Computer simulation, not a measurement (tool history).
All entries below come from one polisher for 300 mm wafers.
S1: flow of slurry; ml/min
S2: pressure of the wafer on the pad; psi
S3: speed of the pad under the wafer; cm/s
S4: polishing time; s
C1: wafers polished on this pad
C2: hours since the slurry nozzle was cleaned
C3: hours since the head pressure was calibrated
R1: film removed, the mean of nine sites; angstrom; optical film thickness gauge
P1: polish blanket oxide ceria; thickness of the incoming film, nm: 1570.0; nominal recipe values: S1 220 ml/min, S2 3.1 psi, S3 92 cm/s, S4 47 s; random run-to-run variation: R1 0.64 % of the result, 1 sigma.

Run 1, hour 4.2: S1 220 ml/min, S2 3.1 psi, S3 92 cm/s, S4 47 s; C1 453; C2 513.3; C3 672.7. Result: R1 1946.20 angstrom.
Run 2, hour 11.3: S1 130 ml/min, S2 3.1 psi, S3 92 cm/s, S4 47 s; C1 519; C2 520.4; C3 679.8. Result: R1 1783.80 angstrom.
Run 3, hour 14.8: S1 220 ml/min, S2 3.1 psi, S3 92 cm/s, S4 72 s; C1 551; C2 523.9; C3 683.3. Result: R1 2940.10 angstrom.
Run 4, hour 19.7: S1 220 ml/min, S2 3.1 psi, S3 92 cm/s, S4 47 s; C1 597; C2 528.8; C3 688.2. Result: R1 1930.00 angstrom.
Run 5, hour 23.6: S1 220 ml/min, S2 3.1 psi, S3 92 cm/s, S4 23 s; C1 633; C2 532.7; C3 692.1. Result: R1 946.59 angstrom.
Run 6, hour 27.7: S1 220 ml/min, S2 3.1 psi, S3 64 cm/s, S4 47 s; C1 671; C2 536.8; C3 696.2. Result: R1 1351.40 angstrom.
Run 7, hour 32.1: S1 220 ml/min, S2 1.4 psi, S3 92 cm/s, S4 47 s; C1 712; C2 541.2; C3 700.6. Result: R1 878.19 angstrom.
Run 8, hour 38.0: S1 320 ml/min, S2 3.1 psi, S3 92 cm/s, S4 47 s; C1 767; C2 547.1; C3 706.5. Result: R1 2010.70 angstrom.
Run 9, hour 42.1: S1 220 ml/min, S2 3.1 psi, S3 92 cm/s, S4 47 s; C1 805; C2 551.2; C3 710.6. Result: R1 1923.60 angstrom.
Run 10, hour 49.4: S1 220 ml/min, S2 4.9 psi, S3 92 cm/s, S4 47 s; C1 873; C2 558.5; C3 717.9. Result: R1 3063.50 angstrom.
Run 11, hour 56.7: S1 130 ml/min, S2 1.9 psi, S3 92 cm/s, S4 47 s; C1 941; C2 565.8; C3 725.2. Result: R1 1103.70 angstrom.
Run 12, hour 63.6: S1 220 ml/min, S2 3.1 psi, S3 92 cm/s, S4 47 s; C1 1005; C2 572.7; C3 732.1. Result: R1 1929.10 angstrom.
At hour 69.2: worn pad replaced by a new one.
Run 13, hour 69.6: S1 220 ml/min, S2 3.1 psi, S3 92 cm/s, S4 47 s; C1 3; C2 578.7; C3 738.1. Result: R1 1934.20 angstrom.
Run 14, hour 76.4: S1 220 ml/min, S2 3.1 psi, S3 142 cm/s, S4 47 s; C1 67; C2 585.5; C3 744.9. Result: R1 2985.10 angstrom.
Run 15, hour 81.4: S1 220 ml/min, S2 3.1 psi, S3 92 cm/s, S4 47 s; C1 113; C2 590.5; C3 749.9. Result: R1 1967.40 angstrom.
Run 16, hour 85.2: S1 220 ml/min, S2 4.4 psi, S3 92 cm/s, S4 72 s; C1 148; C2 594.3; C3 753.7. Result: R1 4218.10 angstrom.
Run 17, hour 89.2: S1 220 ml/min, S2 3.1 psi, S3 92 cm/s, S4 47 s; C1 185; C2 598.3; C3 757.7. Result: R1 1932.60 angstrom.
Run 18, hour 95.1: S1 220 ml/min, S2 3.1 psi, S3 92 cm/s, S4 47 s; C1 240; C2 604.2; C3 763.6. Result: R1 1907.90 angstrom.
Run 19, hour 101.9: S1 220 ml/min, S2 3.1 psi, S3 92 cm/s, S4 47 s; C1 304; C2 611.0; C3 770.4. Result: R1 1865.50 angstrom.

Expected results for the next run?
Run 20, hour 107.6: S1 220 ml/min, S2 3.1 psi, S3 92 cm/s, S4 47 s; C1 357; C2 616.7; C3 776.1. Result: R1 ?.

{"run 20": {"R1": 1878.8}}

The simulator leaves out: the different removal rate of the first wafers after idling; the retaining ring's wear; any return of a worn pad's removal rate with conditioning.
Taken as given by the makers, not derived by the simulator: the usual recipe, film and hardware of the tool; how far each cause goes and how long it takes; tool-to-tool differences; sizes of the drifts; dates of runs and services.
